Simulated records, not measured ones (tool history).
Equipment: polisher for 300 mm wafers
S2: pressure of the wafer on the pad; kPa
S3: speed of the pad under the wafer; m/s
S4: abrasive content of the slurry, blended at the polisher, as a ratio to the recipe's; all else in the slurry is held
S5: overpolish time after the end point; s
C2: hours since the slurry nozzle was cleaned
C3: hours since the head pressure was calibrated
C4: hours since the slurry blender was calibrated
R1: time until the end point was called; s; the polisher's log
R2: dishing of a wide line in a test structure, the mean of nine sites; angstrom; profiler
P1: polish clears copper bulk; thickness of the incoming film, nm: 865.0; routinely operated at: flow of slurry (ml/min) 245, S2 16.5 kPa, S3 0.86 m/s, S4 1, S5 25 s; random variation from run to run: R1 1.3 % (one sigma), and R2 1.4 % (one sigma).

run 1 hour=6.2 | flow_of_slurry_(ml/min)=245 S2=16.5 S3=0.86 S4=1 S5=25 | wafers_polished_on_this_pad=450 C2=171 C3=441.2 C4=134.9 | R1=129.77 R2=836.35
run 2 hour=12.5 | flow_of_slurry_(ml/min)=245 S2=10.3 S3=0.86 S4=1 S5=25 | wafers_polished_on_this_pad=501 C2=177.3 C3=447.5 C4=141.2 | R1=204.77 R2=576.82
-- hour=17.1 slurry blender recalibrated
run 3 hour=17.7 | flow_of_slurry_(ml/min)=245 S2=16.5 S3=0.86 S4=1.3 S5=25 | wafers_polished_on_this_pad=542 C2=182.5 C3=452.7 C4=0.7 | R1=119.63 R2=865.14
run 4 hour=23.2 | flow_of_slurry_(ml/min)=245 S2=16.5 S3=0.86 S4=1 S5=25 | wafers_polished_on_this_pad=586 C2=188 C3=458.2 C4=6.2 | R1=127.14 R2=815.08
-- hour=25 head pressure recalibrated
run 5 hour=29.5 | flow_of_slurry_(ml/min)=340 S2=16.5 S3=0.86 S4=0.55 S5=25 | wafers_polished_on_this_pad=637 C2=194.3 C3=4.6 C4=12.5 | R1=139.6 R2=785.98
run 6 hour=34.9 | flow_of_slurry_(ml/min)=245 S2=16.5 S3=1.14 S4=1 S5=35 | wafers_polished_on_this_pad=680 C2=199.7 C3=10 C4=17.9 | R1=96.355 R2=1083
run 7 hour=39 | flow_of_slurry_(ml/min)=370 S2=16.5 S3=0.86 S4=1 S5=25 | wafers_polished_on_this_pad=713 C2=203.8 C3=14.1 C4=22 | R1=121.81 R2=861.29
run 8 hour=42.7 | flow_of_slurry_(ml/min)=145 S2=16.5 S3=0.86 S4=1 S5=25 | wafers_polished_on_this_pad=742 C2=207.5 C3=17.8 C4=25.7 | R1=140.59 R2=789.15
run 9 hour=48.5 | flow_of_slurry_(ml/min)=245 S2=16.5 S3=0.38 S4=1 S5=25 | wafers_polished_on_this_pad=789 C2=213.3 C3=23.6 C4=31.5 | R1=284.35 R2=468.81
run 10 hour=54.4 | flow_of_slurry_(ml/min)=245 S2=24.1 S3=0.86 S4=1 S5=25 | wafers_polished_on_this_pad=836 C2=219.2 C3=29.5 C4=37.4 | R1=85.567 R2=1083.3
run 11 hour=60.3 | flow_of_slurry_(ml/min)=245 S2=16.5 S3=0.58 S4=0.6 S5=25 | wafers_polished_on_this_pad=883 C2=225.1 C3=35.4 C4=43.3 | R1=205.67 R2=602.17
run 12 hour=66.6 | flow_of_slurry_(ml/min)=245 S2=16.5 S3=0.86 S4=1 S5=8 | wafers_polished_on_this_pad=933 C2=231.4 C3=41.7 C4=49.6 | R1=125.55 R2=365.51
run 13 hour=70.3 | flow_of_slurry_(ml/min)=245 S2=16.5 S3=0.86 S4=1 S5=50 | wafers_polished_on_this_pad=963 C2=235.1 C3=45.4 C4=53.3 | R1=126.59 R2=1129.1
run 14 hour=73.7 | flow_of_slurry_(ml/min)=245 S2=16.5 S3=1.34 S4=1 S5=25 | wafers_polished_on_this_pad=990 C2=238.5 C3=48.8 C4=56.7 | R1=80.494 R2=1028.6
run 15 hour=79.7 | flow_of_slurry_(ml/min)=245 S2=16.5 S3=0.86 S4=0.55 S5=25 | wafers_polished_on_this_pad=1038 C2=244.5 C3=54.8 C4=62.7 | R1=137.91 R2=760.02
run 16 hour=85.9 | flow_of_slurry_(ml/min)=245 S2=16.5 S3=0.86 S4=1 S5=25 | wafers_polished_on_this_pad=1087 C2=250.7 C3=61 C4=68.9 | R1=125.13 R2=839.61
run 17 hour=91.5 | flow_of_slurry_(ml/min)=245 S2=16.5 S3=0.86 S4=1 S5=25 | wafers_polished_on_this_pad=1132 C2=256.3 C3=66.6 C4=74.5 | R1=127.72 R2=832.86
run 18 hour=94.6 | flow_of_slurry_(ml/min)=245 S2=16.5 S3=0.86 S4=1 S5=25 | wafers_polished_on_this_pad=1157 C2=259.4 C3=69.7 C4=77.6 | R1=128.12 R2=824.13
run 19 hour=97.9 | flow_of_slurry_(ml/min)=245 S2=16.5 S3=0.86 S4=1 S5=25 | wafers_polished_on_this_pad=1183 C2=262.7 C3=73 C4=80.9 | R1=130.88 R2=823.21
run 20 hour=103.8 | flow_of_slurry_(ml/min)=245 S2=16.5 S3=0.86 S4=1 S5=25 | wafers_polished_on_this_pad=1231 C2=268.6 C3=78.9 C4=86.8 | R1=129.44 R2=814.73
run 21 hour=108.4 | flow_of_slurry_(ml/min)=245 S2=16.5 S3=0.86 S4=1 S5=25 | wafers_polished_on_this_pad=1267 C2=273.2 C3=83.5 C4=91.4 | R1=129.94 R2=807.13
run 22 hour=113.6 | flow_of_slurry_(ml/min)=245 S2=16.5 S3=0.86 S4=1 S5=25 | wafers_polished_on_this_pad=1309 C2=278.4 C3=88.7 C4=96.6 | R1=133.66 R2=804.5
run 23 hour=117.7 | flow_of_slurry_(ml/min)=245 S2=16.5 S3=0.86 S4=1 S5=25 | wafers_polished_on_this_pad=1342 C2=282.5 C3=92.8 C4=100.7 | R1=134.34 R2=775.34
-- hour=118.5 head pressure recalibrated
run 24 hour=122.9 | flow_of_slurry_(ml/min)=245 S2=16.5 S3=0.86 S4=1 S5=25 | wafers_polished_on_this_pad=1383 C2=287.7 C3=4.4 C4=105.9 | R1=133.26 R2=787.69
run 25 hour=127.2 | flow_of_slurry_(ml/min)=245 S2=16.5 S3=0.86 S4=1 S5=25 | wafers_polished_on_this_pad=1418 C2=292 C3=8.7 C4=110.2 | R1=134.5 R2=806.45
-- hour=129.2 worn pad replaced by a new one
run 26 hour=132.5 | flow_of_slurry_(ml/min)=245 S2=16.5 S3=0.86 S4=1 S5=25 | wafers_polished_on_this_pad=27 C2=297.3 C3=14 C4=115.5 | R1=133.07 R2=802.43
run 27 hour=135.8 | flow_of_slurry_(ml/min)=245 S2=16.5 S3=0.86 S4=1 S5=25 | wafers_polished_on_this_pad=53 C2=300.6 C3=17.3 C4=118.8 | R1=133.77 R2=808.33
run 28 hour=142.1 | flow_of_slurry_(ml/min)=245 S2=16.5 S3=0.86 S4=1 S5=25 | wafers_polished_on_this_pad=103 C2=306.9 C3=23.6 C4=125.1 | R1=136.34 R2=791.29
run 29 hour=146.4 | flow_of_slurry_(ml/min)=245 S2=16.5 S3=0.86 S4=1 S5=25 | wafers_polished_on_this_pad=138 C2=311.2 C3=27.9 C4=129.4 | R1=135.75 R2=810.07

P1 no longer gives what it gave before; its output has crept away from where it was. The following 2 causes, each at its listed size, fit the log equally well:
A: abrasive missing from the slurry, % = 27.8
B: slurry flow missing at the pad, % = 38.8
The process output started creeping at around hour 94.6.
The rest of the possible causes, and what rules out each one:
removal rate lost through wear of the pad, %: maintenance at hour 129.2, after the shift began, did not return the process to its former output
head's pressure below its setpoint, %: maintenance at hour 118.5, after the shift began, did not return the process to its former output

Each of the check runs listed below is run on 5 wafers and reports their average, with the results left as question marks. Pick the one under which the possible causes would lead to clearly different results.
run check 1 hour=150.7 | flow_of_slurry_(ml/min)=245 S2=24.1 S3=0.46 S4=1 S5=25 | R1=? R2=?
run check 2 hour=150.7 | flow_of_slurry_(ml/min)=245 S2=16.5 S3=1.3 S4=0.65 S5=25 | R1=? R2=?
run check 3 hour=150.7 | flow_of_slurry_(ml/min)=145 S2=16.5 S3=1.1 S4=1 S5=25 | R1=? R2=?
run check 4 hour=150.7 | flow_of_slurry_(ml/min)=245 S2=16.5 S3=0.68 S4=0.6 S5=25 | R1=? R2=?

What every check run would give for each of its results, assuming each possible cause in turn:
check=check_1 result=R1 if_A=173.03 if_B=173
check=check_1 result=R2 if_A=703.06 if_B=703.17
check=check_2 result=R1 if_A=97.33 if_B=97.669
check=check_2 result=R2 if_A=951.07 if_B=949.46
check=check_3 result=R1 if_A=113.64 if_B=118.5
check=check_3 result=R2 if_A=877.92 if_B=857.87
check=check_4 result=R1 if_A=188.97 if_B=189.76
check=check_4 result=R2 if_A=637.92 if_B=636.05
Smallest distance between any two causes, each pair judged by its most separating result, in per cent: check 1 0.02 %; check 2 0.35 %; check 3 4.18 %; check 4 0.42 %
Of the check runs offered, only check 3 discriminates between the causes; the rest would read about the same regardless of which cause applies.

With check 3 done, the readings were: R1 118.52 s; R2 861.18 angstrom. Identify which of the listed causes applies.

It is B: slurry flow missing at the pad, %.

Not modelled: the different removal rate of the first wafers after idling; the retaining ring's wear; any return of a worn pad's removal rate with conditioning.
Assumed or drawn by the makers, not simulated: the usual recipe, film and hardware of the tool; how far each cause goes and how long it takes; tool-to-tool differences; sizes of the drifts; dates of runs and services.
